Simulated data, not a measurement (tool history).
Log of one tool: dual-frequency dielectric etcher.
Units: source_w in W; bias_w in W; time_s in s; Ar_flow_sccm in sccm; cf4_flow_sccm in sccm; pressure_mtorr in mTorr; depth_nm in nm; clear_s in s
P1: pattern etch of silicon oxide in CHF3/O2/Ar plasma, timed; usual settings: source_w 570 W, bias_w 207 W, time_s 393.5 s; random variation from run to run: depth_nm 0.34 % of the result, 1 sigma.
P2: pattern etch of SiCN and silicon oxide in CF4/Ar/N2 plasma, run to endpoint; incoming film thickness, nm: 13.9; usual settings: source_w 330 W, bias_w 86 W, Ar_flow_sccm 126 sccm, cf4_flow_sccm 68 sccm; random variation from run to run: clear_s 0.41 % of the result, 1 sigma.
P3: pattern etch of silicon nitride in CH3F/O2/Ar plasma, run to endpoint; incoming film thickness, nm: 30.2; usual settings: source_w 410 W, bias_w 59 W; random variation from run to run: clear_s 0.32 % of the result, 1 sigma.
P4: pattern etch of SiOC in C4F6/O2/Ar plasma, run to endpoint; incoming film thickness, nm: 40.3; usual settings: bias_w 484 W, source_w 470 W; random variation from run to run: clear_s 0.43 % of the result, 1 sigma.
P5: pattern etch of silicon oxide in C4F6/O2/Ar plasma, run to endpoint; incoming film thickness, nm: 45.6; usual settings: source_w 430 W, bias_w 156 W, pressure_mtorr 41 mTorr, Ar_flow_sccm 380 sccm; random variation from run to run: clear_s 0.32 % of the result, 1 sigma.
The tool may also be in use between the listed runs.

{"run": 1, "hour": 14.7, "process": "P1", "source_w": 570, "bias_w": 207, "time_s": 393.5, "depth_nm": 812.83}
{"run": 2, "hour": 25.4, "process": "P4", "source_w": 470, "bias_w": 484, "clear_s": 13.381}
{"run": 3, "hour": 32.6, "process": "P3", "source_w": 410, "bias_w": 70, "clear_s": 43.009}
{"run": 4, "hour": 46.6, "process": "P1", "source_w": 400, "bias_w": 207, "time_s": 393.5, "depth_nm": 711.9}
{"run": 5, "hour": 57.1, "process": "P2", "source_w": 330, "bias_w": 59, "Ar_flow_sccm": 126, "cf4_flow_sccm": 68, "clear_s": 22.944}
{"run": 6, "hour": 65.2, "process": "P2", "source_w": 330, "bias_w": 86, "Ar_flow_sccm": 85, "cf4_flow_sccm": 68, "clear_s": 19.248}
{"run": 7, "hour": 79.6, "process": "P1", "source_w": 570, "bias_w": 284, "time_s": 393.5, "depth_nm": 898.98}
{"run": 8, "hour": 86.7, "process": "P5", "source_w": 430, "bias_w": 156, "Ar_flow_sccm": 380, "pressure_mtorr": 41, "clear_s": 15.787}
{"run": 9, "hour": 95.9, "process": "P1", "source_w": 400, "bias_w": 286, "time_s": 393.5, "depth_nm": 795.5}
{"run": 10, "hour": 107.4, "process": "P5", "source_w": 430, "bias_w": 122, "Ar_flow_sccm": 380, "pressure_mtorr": 41, "clear_s": 16.998}
{"run": 11, "hour": 118.1, "process": "P1", "source_w": 570, "bias_w": 207, "time_s": 305.5, "depth_nm": 628.1}
{"run": 12, "hour": 131.7, "process": "P2", "source_w": 330, "bias_w": 86, "Ar_flow_sccm": 126, "cf4_flow_sccm": 68, "clear_s": 20.178}
{"run": 13, "hour": 145.4, "process": "P5", "source_w": 430, "bias_w": 156, "Ar_flow_sccm": 380, "pressure_mtorr": 41, "clear_s": 15.775}
{"run": 14, "hour": 159.8, "process": "P4", "source_w": 330, "bias_w": 484, "clear_s": 15.326}
{"run": 15, "hour": 175.0, "process": "P3", "source_w": 580, "bias_w": 59, "clear_s": 39.846}
{"run": 16, "hour": 187.2, "process": "P4", "source_w": 470, "bias_w": 484, "clear_s": 13.328}
{"run": 17, "hour": 201.7, "process": "P3", "source_w": 410, "bias_w": 59, "clear_s": 45.584}
{"run": 18, "hour": 210.3, "process": "P2", "source_w": 330, "bias_w": 86, "Ar_flow_sccm": 126, "cf4_flow_sccm": 92, "clear_s": 19.379}
{"run": 19, "hour": 224.9, "process": "P5", "source_w": 270, "bias_w": 156, "Ar_flow_sccm": 380, "pressure_mtorr": 41, "clear_s": 19.015}
{"run": 20, "hour": 234.1, "process": "P1", "source_w": 750, "bias_w": 207, "time_s": 552.5, "depth_nm": 1265}
{"run": 21, "hour": 244.1, "process": "P1", "source_w": 570, "bias_w": 207, "time_s": 393.5, "depth_nm": 813.05}
{"run": 22, "hour": 253.4, "process": "P2", "source_w": 440, "bias_w": 86, "Ar_flow_sccm": 126, "cf4_flow_sccm": 68, "clear_s": 15.652}
{"run": 23, "hour": 264.2, "process": "P1", "source_w": 570, "bias_w": 207, "time_s": 393.5, "depth_nm": 814.53}
{"run": 24, "hour": 271.5, "process": "P1", "source_w": 570, "bias_w": 207, "time_s": 393.5, "depth_nm": 810.02}
{"run": 25, "hour": 285.4, "process": "P1", "source_w": 570, "bias_w": 207, "time_s": 393.5, "depth_nm": 808.55}
{"hour": 287.5, "done": "bias power generator calibrated"}
{"run": 26, "hour": 300.4, "process": "P1", "source_w": 770, "bias_w": 207, "time_s": 491.5, "depth_nm": 1133}
{"run": 27, "hour": 311.0, "process": "P5", "source_w": 430, "bias_w": 156, "Ar_flow_sccm": 380, "pressure_mtorr": 27, "clear_s": 15.067}
{"run": 28, "hour": 321.9, "process": "P1", "source_w": 570, "bias_w": 139, "time_s": 393.5, "depth_nm": 712.58}
{"run": 29, "hour": 336.2, "process": "P2", "source_w": 330, "bias_w": 86, "Ar_flow_sccm": 126, "cf4_flow_sccm": 68, "clear_s": 20.238}
{"run": 30, "hour": 345.6, "process": "P5", "source_w": 430, "bias_w": 156, "Ar_flow_sccm": 302, "pressure_mtorr": 41, "clear_s": 15.45}
{"run": 31, "hour": 357.7, "process": "P4", "source_w": 470, "bias_w": 317, "clear_s": 15.593}
{"run": 32, "hour": 372.4, "process": "P1", "source_w": 750, "bias_w": 207, "time_s": 393.5, "depth_nm": 907.99}
{"run": 33, "hour": 380.1, "process": "P1", "source_w": 570, "bias_w": 207, "time_s": 498, "depth_nm": 1022.2}
{"run": 34, "hour": 391.1, "process": "P1", "source_w": 570, "bias_w": 207, "time_s": 393.5, "depth_nm": 811.71}
{"run": 35, "hour": 404.1, "process": "P1", "source_w": 570, "bias_w": 207, "time_s": 393.5, "depth_nm": 820.76}
{"run": 36, "hour": 413.5, "process": "P1", "source_w": 570, "bias_w": 207, "time_s": 393.5, "depth_nm": 819.24}
{"hour": 419.6, "done": "wet clean of the chamber"}
{"run": 37, "hour": 421.8, "process": "P1", "source_w": 570, "bias_w": 207, "time_s": 393.5, "depth_nm": 817.26}
{"run": 38, "hour": 433.1, "process": "P1", "source_w": 570, "bias_w": 207, "time_s": 393.5, "depth_nm": 823.21}
{"run": 39, "hour": 448.6, "process": "P1", "source_w": 570, "bias_w": 207, "time_s": 393.5, "depth_nm": 825.22}
{"run": 40, "hour": 460.5, "process": "P1", "source_w": 570, "bias_w": 207, "time_s": 393.5, "depth_nm": 830.2}

Forecast run 41:
{"run": 41, "hour": 468.8, "process": "P1", "source_w": 570, "bias_w": 207, "time_s": 393.5, "depth_nm": "?"}

depth_nm: 826.35 nm
